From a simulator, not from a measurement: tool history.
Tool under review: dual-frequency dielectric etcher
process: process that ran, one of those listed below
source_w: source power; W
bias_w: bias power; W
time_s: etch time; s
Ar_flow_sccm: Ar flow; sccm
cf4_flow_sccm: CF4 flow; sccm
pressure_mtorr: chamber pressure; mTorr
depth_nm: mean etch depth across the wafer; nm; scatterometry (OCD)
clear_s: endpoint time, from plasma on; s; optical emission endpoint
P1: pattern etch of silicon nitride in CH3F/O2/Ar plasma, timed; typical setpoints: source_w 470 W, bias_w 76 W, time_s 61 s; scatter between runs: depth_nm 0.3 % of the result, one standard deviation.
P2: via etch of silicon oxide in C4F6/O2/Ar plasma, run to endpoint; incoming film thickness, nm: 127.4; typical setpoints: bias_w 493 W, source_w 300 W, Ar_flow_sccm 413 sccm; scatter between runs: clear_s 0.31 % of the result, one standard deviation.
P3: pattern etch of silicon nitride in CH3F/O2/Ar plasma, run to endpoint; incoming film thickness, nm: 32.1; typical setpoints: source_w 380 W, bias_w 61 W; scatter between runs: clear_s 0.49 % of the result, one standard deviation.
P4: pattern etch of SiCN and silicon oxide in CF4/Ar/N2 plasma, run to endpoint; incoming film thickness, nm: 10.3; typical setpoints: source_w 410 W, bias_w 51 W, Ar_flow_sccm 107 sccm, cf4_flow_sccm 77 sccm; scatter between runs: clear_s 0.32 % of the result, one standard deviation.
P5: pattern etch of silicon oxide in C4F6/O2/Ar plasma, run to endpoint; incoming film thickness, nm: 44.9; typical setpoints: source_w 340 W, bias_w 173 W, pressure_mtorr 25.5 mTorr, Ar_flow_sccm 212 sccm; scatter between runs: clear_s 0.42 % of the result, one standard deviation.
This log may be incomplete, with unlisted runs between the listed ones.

run	hour	process	source_w	bias_w	time_s	Ar_flow_sccm	cf4_flow_sccm	pressure_mtorr	hours since the last wet clean	hours since the last source power generator calibration	hours since the last bias power generator calibration	depth_nm	clear_s
1	11.3	P1	470	76	61				180.9	2144.3	315.6	46.598	
2	17.9	P2	300	493		413			187.5	2150.9	322.2		32.758
3	23.7	P1	290	76	61				193.3	2156.7	328	38.822	
4	34.9	P1	570	54	61				204.5	2167.9	339.2	44.997	
5	41.7	P4	260	51		107	77		211.3	2174.7	346		22.437
6	48.4	P1	470	51	61				218	2181.4	352.7	40.935	
7	54.6	P3	380	44					224.2	2187.6	358.9		54.317
8	61.2	P2	240	493		413			230.8	2194.2	365.5		35.402
9	67.3	P2	300	493		413			236.9	2200.3	371.6		32.702
10	78.7	P5	340	226		212		25.5	248.3	2211.7	383		13.393
11	89.7	P4	410	51		107	77		259.3	2222.7	394		14.877
12	98.6	P2	300	493		495			268.2	2231.6	402.9		33.334
13	109.8	P4	410	51		107	62		279.4	2242.8	414.1		15.428
14	115	P3	380	61					284.6	2248	419.3		49.327
15	120.3	P1	470	76	61				289.9	2253.3	424.6	46.724	
16	129.3	P2	300	321		413			298.9	2262.3	433.6		38.457
17	136.7	P5	340	173		212		25.5	306.3	2269.7	441		14.578
18	146.7	P1	330	76	75				316.3	2279.7	451	50.286	
19	153.7	P3	250	61					323.3	2286.7	458		58.155
20	158.8	P5	340	173		288		25.5	328.4	2291.8	463.1		15.126
21	165.3	P4	410	51		107	77		334.9	2298.3	469.6		14.903
22	170.3	P4	410	51		130	77		339.9	2303.3	474.6		15.343
23	177.4	P1	470	76	61				347	2310.4	481.7	46.565	
24	186.3	P1	470	76	61				355.9	2319.3	490.6	46.439	
25	192.3	P1	470	100	61				361.9	2325.3	496.6	51.378	
26	203.7	P1	470	104	81				373.3	2336.7	508	69.471	
27	213.4	P1	470	76	33.5				383	2346.4	517.7	25.599	
# hour 222.7: source power generator calibrated
28	224	P5	440	173		212		25.5	393.6	1.3	528.3		13.304
29	233.5	P4	410	68		107	77		403.1	10.8	537.8		13.588
30	239	P5	340	173		212		30.5	408.6	16.3	543.3		15.041
31	249.7	P1	470	76	82				419.3	27	554	62.511	
32	260.9	P1	470	76	61				430.5	38.2	565.2	46.781	
33	271.7	P1	670	76	61				441.3	49	576	53.399	
34	279.9	P1	470	76	61				449.5	57.2	584.2	46.757	
35	290.4	P1	470	76	61				460	67.7	594.7	46.385	
36	299.5	P1	470	76	61				469.1	76.8	603.8	46.212	
37	306.5	P1	470	76	61				476.1	83.8	610.8	45.935	
38	311.5	P1	470	76	61				481.1	88.8	615.8	46.189	
39	320.1	P1	470	76	61				489.7	97.4	624.4	46.107	
40	329.5	P1	470	76	61				499.1	106.8	633.8	45.853	
41	336.3	P1	470	76	61				505.9	113.6	640.6	46.234	
# hour 341.9: wet clean of the chamber
42	347.2	P1	470	76	61				5.3	124.5	651.5	46.078	
43	355.9	P1	470	76	61				14	133.2	660.2	46.014	
44	364.2	P1	470	76	61				22.3	141.5	668.5	46.222	
45	370.1	P1	470	76	61				28.2	147.4	674.4	46.012	

P1 no longer gives what it gave before; its output has crept away from where it was. The following 2 causes, each at its listed size, fit the log equally well:
A: source power that arrives under what is set, % = 3.92
B: bias power that arrives under what is set, % = 4.36
Creep in the process output first set in at about hour 279.9.
Excluded causes, each with its reason:
chamber walls in a state that lowers the etch rate, %: work on it at hour 341.9, done after the drift set in, did not restore what the process gave before

Which of the check runs below tells the causes apart, meaning the causes would give it clearly different results? Each run uses 2 wafers whose results are averaged, and each result is shown as a question mark.
check 1	376	P3	380	61									?
check 2	376	P2	300	493		413							?
check 3	376	P5	340	173		212		25.5					?
check 4	376	P4	410	51		107	77						?

Check results expected under each cause:
check	result	if A	if B
check 1	clear_s	50.222	50.19
check 2	clear_s	33.167	33.238
check 3	clear_s	14.897	14.875
check 4	clear_s	15.445	15.113
Gap, in per cent, between the two causes that each check separates least, read from the result that separates them most: check 1 0.06 %; check 2 0.21 %; check 3 0.15 %; check 4 2.18 %
The other checks would show nearly matching results whichever cause is true, so check 4 is the only one that separates the causes.

Here is what check 4 returned: clear_s 15.122 s. Which cause is it?

It was cause B: bias power that arrives under what is set, %.
